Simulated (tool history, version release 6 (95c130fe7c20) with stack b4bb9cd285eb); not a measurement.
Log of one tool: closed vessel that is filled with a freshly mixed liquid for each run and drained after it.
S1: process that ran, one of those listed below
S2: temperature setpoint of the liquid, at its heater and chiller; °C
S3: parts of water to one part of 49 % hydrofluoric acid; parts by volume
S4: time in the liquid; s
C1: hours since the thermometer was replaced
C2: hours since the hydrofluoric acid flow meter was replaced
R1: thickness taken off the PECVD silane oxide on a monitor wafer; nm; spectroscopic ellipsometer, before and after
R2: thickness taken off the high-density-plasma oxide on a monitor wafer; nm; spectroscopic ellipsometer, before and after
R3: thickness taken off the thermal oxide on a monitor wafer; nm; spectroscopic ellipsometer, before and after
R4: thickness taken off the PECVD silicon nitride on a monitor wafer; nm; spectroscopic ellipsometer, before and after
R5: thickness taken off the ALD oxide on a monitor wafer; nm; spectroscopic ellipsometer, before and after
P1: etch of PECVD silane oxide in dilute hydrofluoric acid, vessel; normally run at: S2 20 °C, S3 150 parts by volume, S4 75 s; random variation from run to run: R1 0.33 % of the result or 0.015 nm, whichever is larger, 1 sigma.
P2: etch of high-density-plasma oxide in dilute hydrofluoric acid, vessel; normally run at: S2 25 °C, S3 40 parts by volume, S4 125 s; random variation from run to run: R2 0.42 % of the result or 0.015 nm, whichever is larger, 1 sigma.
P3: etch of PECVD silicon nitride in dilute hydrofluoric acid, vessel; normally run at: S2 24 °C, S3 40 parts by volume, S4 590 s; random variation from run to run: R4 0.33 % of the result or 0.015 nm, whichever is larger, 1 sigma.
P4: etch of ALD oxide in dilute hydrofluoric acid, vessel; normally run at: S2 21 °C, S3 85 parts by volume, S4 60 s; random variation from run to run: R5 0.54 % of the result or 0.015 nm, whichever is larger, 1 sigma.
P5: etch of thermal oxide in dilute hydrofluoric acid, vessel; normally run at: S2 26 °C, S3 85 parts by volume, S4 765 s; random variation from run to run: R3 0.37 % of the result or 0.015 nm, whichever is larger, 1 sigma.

run 1 hour=3.4 | S1=P1 S2=20 S3=150 S4=75 | C1=363.1 C2=426.9 | R1=14.967
run 2 hour=7.1 | S1=P2 S2=25 S3=40 S4=125 | C1=366.8 C2=430.6 | R2=17.392
run 3 hour=10.3 | S1=P2 S2=25 S3=40 S4=125 | C1=370 C2=433.8 | R2=17.394
run 4 hour=15.7 | S1=P5 S2=26 S3=85 S4=765 | C1=375.4 C2=439.2 | R3=46.873
run 5 hour=18.7 | S1=P1 S2=20 S3=150 S4=75 | C1=378.4 C2=442.2 | R1=15.054
run 6 hour=23.1 | S1=P5 S2=26 S3=85 S4=30 | C1=382.8 C2=446.6 | R3=1.8562
run 7 hour=27.5 | S1=P2 S2=25 S3=75 S4=125 | C1=387.2 C2=451 | R2=8.8505
run 8 hour=30.4 | S1=P3 S2=24 S3=40 S4=590 | C1=390.1 C2=453.9 | R4=33.294
run 9 hour=33.6 | S1=P2 S2=17.5 S3=40 S4=125 | C1=393.3 C2=457.1 | R2=12.564
run 10 hour=36.6 | S1=P5 S2=34 S3=85 S4=765 | C1=396.3 C2=460.1 | R3=63.59
run 11 hour=40.6 | S1=P3 S2=24 S3=40 S4=1135 | C1=400.3 C2=464.1 | R4=64.199
run 12 hour=43 | S1=P1 S2=20 S3=150 S4=75 | C1=402.7 C2=466.5 | R1=14.914
run 13 hour=46.8 | S1=P1 S2=20 S3=75 S4=125 | C1=406.5 C2=470.3 | R1=54.042
run 14 hour=51.8 | S1=P5 S2=26 S3=135 S4=765 | C1=411.5 C2=475.3 | R3=27.818
run 15 hour=56.6 | S1=P1 S2=20 S3=150 S4=75 | C1=416.3 C2=480.1 | R1=14.926
run 16 hour=59.7 | S1=P1 S2=20 S3=150 S4=150 | C1=419.4 C2=483.2 | R1=29.978
run 17 hour=64.2 | S1=P1 S2=17 S3=45 S4=75 | C1=423.9 C2=487.7 | R1=49.284
run 18 hour=67.8 | S1=P1 S2=27.5 S3=150 S4=75 | C1=427.5 C2=491.3 | R1=19.889
run 19 hour=71.4 | S1=P4 S2=17 S3=85 S4=60 | C1=431.1 C2=494.9 | R5=10.89
run 20 hour=75.5 | S1=P3 S2=24 S3=65 S4=590 | C1=435.2 C2=499 | R4=20.867
run 21 hour=79.5 | S1=P1 S2=20 S3=275 S4=75 | C1=439.2 C2=503 | R1=7.2859
run 22 hour=83.3 | S1=P4 S2=21 S3=140 S4=60 | C1=443 C2=506.8 | R5=7.2469
run 23 hour=86.5 | S1=P4 S2=21 S3=85 S4=60 | C1=446.2 C2=510 | R5=12.849
run 24 hour=90.7 | S1=P2 S2=25 S3=40 S4=225 | C1=450.4 C2=514.2 | R2=31.099
run 25 hour=94.9 | S1=P1 S2=20 S3=150 S4=30 | C1=454.6 C2=518.4 | R1=5.9985
run 26 hour=97.8 | S1=P3 S2=24 S3=40 S4=590 | C1=457.5 C2=521.3 | R4=33.417
run 27 hour=100.7 | S1=P5 S2=26 S3=85 S4=765 | C1=460.4 C2=524.2 | R3=47.013
run 28 hour=105.7 | S1=P3 S2=31 S3=40 S4=590 | C1=465.4 C2=529.2 | R4=52.951
run 29 hour=108.3 | S1=P4 S2=21 S3=85 S4=30 | C1=468 C2=531.8 | R5=6.5028
run 30 hour=112.7 | S1=P1 S2=20 S3=70 S4=75 | C1=472.4 C2=536.2 | R1=34.902
run 31 hour=117.1 | S1=P1 S2=20 S3=150 S4=75 | C1=476.8 C2=540.6 | R1=14.948
run 32 hour=120.9 | S1=P4 S2=21 S3=85 S4=60 | C1=480.6 C2=544.4 | R5=12.772
run 33 hour=126.2 | S1=P1 S2=17 S3=150 S4=75 | C1=485.9 C2=549.7 | R1=13.288
run 34 hour=128.6 | S1=P1 S2=20 S3=150 S4=75 | C1=488.3 C2=552.1 | R1=14.961
run 35 hour=131 | S1=P1 S2=20 S3=150 S4=75 | C1=490.7 C2=554.5 | R1=15.224
run 36 hour=135.2 | S1=P1 S2=20 S3=150 S4=75 | C1=494.9 C2=558.7 | R1=15.594
run 37 hour=140.2 | S1=P1 S2=20 S3=150 S4=75 | C1=499.9 C2=563.7 | R1=15.763
run 38 hour=144.9 | S1=P1 S2=20 S3=150 S4=75 | C1=504.6 C2=568.4 | R1=15.942
run 39 hour=148.5 | S1=P1 S2=20 S3=150 S4=75 | C1=508.2 C2=572 | R1=16.035
run 40 hour=152.9 | S1=P1 S2=20 S3=150 S4=75 | C1=512.6 C2=576.4 | R1=16
run 41 hour=155.6 | S1=P1 S2=20 S3=150 S4=75 | C1=515.3 C2=579.1 | R1=16.182
run 42 hour=158.3 | S1=P1 S2=20 S3=150 S4=75 | C1=518 C2=581.8 | R1=16.11
run 43 hour=161.6 | S1=P1 S2=20 S3=150 S4=75 | C1=521.3 C2=585.1 | R1=16.15
run 44 hour=164.9 | S1=P1 S2=20 S3=150 S4=75 | C1=524.6 C2=588.4 | R1=16.137

What P1 gives has crept away from where it was. These 2 causes fit the log equally well, each at the size given:
A: liquid hotter than its thermometer reads (K) = 1.95
B: hydrofluoric acid flow above the setpoint (%) = 6.9
The creep began at about hour 128.6.

4 check runs are offered, one wafer each, their results left as question marks. Which one tells the causes apart?
run check 1 hour=168.2 | S1=P5 S2=33.5 S3=85 S4=765 | R3=?
run check 2 hour=168.2 | S1=P4 S2=17 S3=85 S4=60 | R5=?
run check 3 hour=168.2 | S1=P3 S2=30 S3=40 S4=1130 | R4=?
run check 4 hour=168.2 | S1=P2 S2=18 S3=70 S4=125 | R2=?

What each check would give under each cause:
check=check_1 result=R3 if_A=67.091 if_B=67.378
check=check_2 result=R5 if_A=11.809 if_B=11.695
check=check_3 result=R4 if_A=107.73 if_B=101.44
check=check_4 result=R2 if_A=7.7433 if_B=7.6618
How far apart the two closest causes lie, in the result that separates them most: check 1 0.43 %; check 2 0.97 %; check 3 6.01 %; check 4 1.06 %
Check 3 tells the causes apart: in the others they would give nearly the same result.

Check 3 was then run and gave: R4 101.68 nm. Which cause is it?

It is B: hydrofluoric acid flow above the setpoint (%).

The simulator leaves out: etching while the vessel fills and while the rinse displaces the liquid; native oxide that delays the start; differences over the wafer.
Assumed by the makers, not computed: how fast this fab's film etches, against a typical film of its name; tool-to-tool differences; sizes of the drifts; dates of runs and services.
